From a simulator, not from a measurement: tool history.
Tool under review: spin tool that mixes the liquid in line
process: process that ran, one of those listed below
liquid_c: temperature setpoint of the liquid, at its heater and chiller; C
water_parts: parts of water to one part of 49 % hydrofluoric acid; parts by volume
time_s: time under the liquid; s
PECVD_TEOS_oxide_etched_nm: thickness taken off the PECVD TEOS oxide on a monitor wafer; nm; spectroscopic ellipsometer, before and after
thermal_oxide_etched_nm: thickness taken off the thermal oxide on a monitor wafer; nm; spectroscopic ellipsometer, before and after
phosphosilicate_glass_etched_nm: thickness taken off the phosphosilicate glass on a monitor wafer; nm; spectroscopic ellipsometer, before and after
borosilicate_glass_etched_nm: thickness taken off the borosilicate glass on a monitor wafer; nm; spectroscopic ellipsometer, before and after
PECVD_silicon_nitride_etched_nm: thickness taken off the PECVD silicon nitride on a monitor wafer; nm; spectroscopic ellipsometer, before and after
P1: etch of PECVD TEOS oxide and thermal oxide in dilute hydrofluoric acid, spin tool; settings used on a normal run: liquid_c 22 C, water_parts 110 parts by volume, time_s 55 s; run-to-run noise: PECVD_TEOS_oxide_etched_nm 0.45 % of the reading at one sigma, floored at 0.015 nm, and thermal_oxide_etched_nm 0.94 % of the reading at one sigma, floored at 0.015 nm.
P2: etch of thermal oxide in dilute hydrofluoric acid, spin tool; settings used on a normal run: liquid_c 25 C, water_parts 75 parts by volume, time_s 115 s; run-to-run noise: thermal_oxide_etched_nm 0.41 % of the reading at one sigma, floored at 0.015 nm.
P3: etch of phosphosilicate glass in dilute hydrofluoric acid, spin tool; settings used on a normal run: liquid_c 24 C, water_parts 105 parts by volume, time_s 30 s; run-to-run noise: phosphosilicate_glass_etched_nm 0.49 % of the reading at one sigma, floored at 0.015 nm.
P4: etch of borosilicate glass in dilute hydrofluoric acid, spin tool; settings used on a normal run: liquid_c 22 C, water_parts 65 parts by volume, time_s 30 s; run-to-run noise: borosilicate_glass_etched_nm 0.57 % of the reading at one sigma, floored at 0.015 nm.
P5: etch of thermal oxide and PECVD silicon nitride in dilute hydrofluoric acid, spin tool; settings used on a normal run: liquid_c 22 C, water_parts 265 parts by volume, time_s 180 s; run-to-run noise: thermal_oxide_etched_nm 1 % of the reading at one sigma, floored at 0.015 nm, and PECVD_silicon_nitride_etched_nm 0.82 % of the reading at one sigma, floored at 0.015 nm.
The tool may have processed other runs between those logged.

run   hour  process  liquid_c  water_parts  time_s  PECVD_TEOS_oxide_etched_nm  thermal_oxide_etched_nm  phosphosilicate_glass_etched_nm  borosilicate_glass_etched_nm  PECVD_silicon_nitride_etched_nm
  1   11.5       P1        22          110      55                      4.4788                   2.1479
  2   26.5       P3        24          105      15                                                                                18.231
  3   37.1       P1        17          110      20                       1.315                  0.65131
  4   48.5       P4        22           20      30                                                                                                               47.82
  5   60.3       P1        22          110      55                      4.4527                   2.1596
  6   77.5       P3        24          105      30                                                                                36.729
  7   89.2       P1        22          110      55                      4.4643                   2.1698
  8  105.7       P3        20          105      30                                                                                30.947
  9  118.4       P1        22          110      55                      4.4989                    2.166
 10  131.3       P1        22           70      55                      7.4775                   3.4995
 11  144.5       P1        18          110      55                      3.8367                   1.8265
 12    159       P1        22          110      55                      4.4427                   2.1484
 13  167.6       P2        18           75     115                                               6.0765
 14    185       P2        25           75     115                                               8.1968
 15    195       P5      28.5          265     180                                               2.9186                                                                                          3.8885
 16  204.7       P5        22          440     180                                               1.2274                                                                                          1.6181
 17  219.4       P2        25           75     115                                               8.2138
 18  233.2       P1        27          110      55                      5.4413                   2.6944
 19  246.1       P2        25          140     115                                               4.0282
 20  258.7       P1        22          110      55                      4.4723                   2.1479
 21    271       P2        25           75      20                                                1.437
 22  286.7       P4        22           65      30                                                                                                              13.825
 23  300.7       P4        27           65      30                                                                                                              17.043
 24  310.7       P1        22          110      85                      6.9106                   3.2387
 25  327.3       P5        22          265     180                                               2.3031                                                                                           2.616
 26  345.5       P1        22          110      15                      1.2329                  0.57629
 27  359.7       P4        22           65      15                                                                                                              6.8338
 28    378       P1        22          155      55                      3.0385                   1.4732
 29  388.2       P1      28.5          110      15                      1.5891                  0.74207
 30  397.9       P5        22          265     340                                               4.4313                                                                                          5.0049
 31  412.6       P3        24           65      30                                                                                62.567

For run 32, what comes out?
 32  422.5       P1        22          110      55                           ?                        ?

PECVD_TEOS_oxide_etched_nm: 4.5427 nm
thermal_oxide_etched_nm: 2.1369 nm

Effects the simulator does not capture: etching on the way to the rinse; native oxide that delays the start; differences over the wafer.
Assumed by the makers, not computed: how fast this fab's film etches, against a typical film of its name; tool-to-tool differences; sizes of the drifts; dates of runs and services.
